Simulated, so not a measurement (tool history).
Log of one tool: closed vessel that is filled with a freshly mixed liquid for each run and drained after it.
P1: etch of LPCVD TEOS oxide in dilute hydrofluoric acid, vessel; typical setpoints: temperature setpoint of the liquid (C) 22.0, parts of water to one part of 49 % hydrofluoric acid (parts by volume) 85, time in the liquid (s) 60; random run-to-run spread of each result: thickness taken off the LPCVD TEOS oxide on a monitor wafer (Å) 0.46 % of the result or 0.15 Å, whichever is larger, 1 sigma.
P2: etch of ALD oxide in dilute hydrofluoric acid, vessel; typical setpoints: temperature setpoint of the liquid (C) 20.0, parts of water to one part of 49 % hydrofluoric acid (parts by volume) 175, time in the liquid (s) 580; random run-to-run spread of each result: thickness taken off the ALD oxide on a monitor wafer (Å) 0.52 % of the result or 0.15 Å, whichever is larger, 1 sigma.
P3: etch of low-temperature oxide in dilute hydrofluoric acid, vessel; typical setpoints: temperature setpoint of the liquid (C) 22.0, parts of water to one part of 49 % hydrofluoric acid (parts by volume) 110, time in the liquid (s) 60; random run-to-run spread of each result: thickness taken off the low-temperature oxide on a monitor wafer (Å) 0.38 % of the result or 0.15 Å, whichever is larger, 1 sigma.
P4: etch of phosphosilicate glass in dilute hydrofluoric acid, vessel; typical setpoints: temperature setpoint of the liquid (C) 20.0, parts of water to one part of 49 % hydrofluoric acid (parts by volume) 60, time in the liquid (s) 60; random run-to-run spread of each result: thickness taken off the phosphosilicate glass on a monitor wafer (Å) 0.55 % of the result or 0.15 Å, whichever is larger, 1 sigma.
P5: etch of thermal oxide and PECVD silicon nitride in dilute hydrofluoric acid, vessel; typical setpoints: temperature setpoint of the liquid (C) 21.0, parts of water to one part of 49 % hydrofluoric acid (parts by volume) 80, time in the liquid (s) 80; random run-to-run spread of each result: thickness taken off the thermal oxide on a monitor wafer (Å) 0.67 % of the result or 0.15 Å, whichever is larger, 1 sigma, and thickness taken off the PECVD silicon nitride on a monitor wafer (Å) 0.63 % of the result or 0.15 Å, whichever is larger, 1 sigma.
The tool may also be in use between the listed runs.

run	hour	process that ran	temperature setpoint of the liquid (C)	parts of water to one part of 49 % hydrofluoric acid (parts by volume)	time in the liquid (s)	hours since the thermometer was replaced	hours since the hydrofluoric acid flow meter was replaced	thickness taken off the LPCVD TEOS oxide on a monitor wafer (Å)	thickness taken off the low-temperature oxide on a monitor wafer (Å)	thickness taken off the phosphosilicate glass on a monitor wafer (Å)	thickness taken off the ALD oxide on a monitor wafer (Å)	thickness taken off the thermal oxide on a monitor wafer (Å)	thickness taken off the PECVD silicon nitride on a monitor wafer (Å)
1	6.6	P1	22.0	85	60	1452.4	632.8	200.94					
2	11.5	P3	22.0	110	30	1457.3	637.7		37.075				
3	17.5	P4	26.0	60	60	1463.3	643.7			992.51			
4	22.5	P4	20.0	95	60	1468.3	648.7			468.61			
5	30.0	P3	22.0	40	60	1475.8	656.2		221.990				
6	34.5	P1	22.0	85	60	1480.3	660.7	199.30					
7	39.5	P2	20.0	175	580	1485.3	665.7				315.80		
8	45.2	P5	21.0	20	80	1491.0	671.4					192.630	178.180
9	52.8	P1	22.0	85	60	1498.6	679.0	201.07					
10	56.4	P1	28.0	85	60	1502.2	682.6	255.33					
11	62.3	P4	20.0	60	30	1508.1	688.5			384.69			
12	69.4	P1	22.0	130	60	1515.2	695.6	124.35					
13	76.3	P2	20.0	100	580	1522.1	702.5				605.37		
14	80.9	P1	22.0	85	120	1526.7	707.1	397.79					
15	85.8	P3	22.0	110	60	1531.6	712.0		73.620				
# hour 88.7: hydrofluoric acid flow meter replaced
16	90.0	P5	21.0	80	80	1535.8	1.3					44.723	46.033
17	95.5	P2	20.0	175	325	1541.3	6.8				177.27		
18	101.4	P1	25.5	50	60	1547.2	12.7	407.34					
19	104.8	P4	20.0	60	60	1550.6	16.1			767.05			
20	109.6	P1	22.0	85	60	1555.4	20.9	200.31					
21	116.7	P1	18.0	85	60	1562.5	28.0	169.81					
22	122.8	P3	17.0	110	60	1568.6	34.1		60.382				
23	129.7	P5	21.0	80	155	1575.5	41.0					86.233	89.949
24	134.4	P1	22.0	85	30	1580.2	45.7	101.13					
25	139.4	P2	17.0	175	580	1585.2	50.7				281.90		
26	145.6	P5	21.0	80	80	1591.4	56.9					44.589	46.744

Forecast run 27:
27	150.8	P5	28.5	80	80	1596.6	62.1					?	?

thickness taken off the thermal oxide on a monitor wafer (Å): 59.886
thickness taken off the PECVD silicon nitride on a monitor wafer (Å): 75.903

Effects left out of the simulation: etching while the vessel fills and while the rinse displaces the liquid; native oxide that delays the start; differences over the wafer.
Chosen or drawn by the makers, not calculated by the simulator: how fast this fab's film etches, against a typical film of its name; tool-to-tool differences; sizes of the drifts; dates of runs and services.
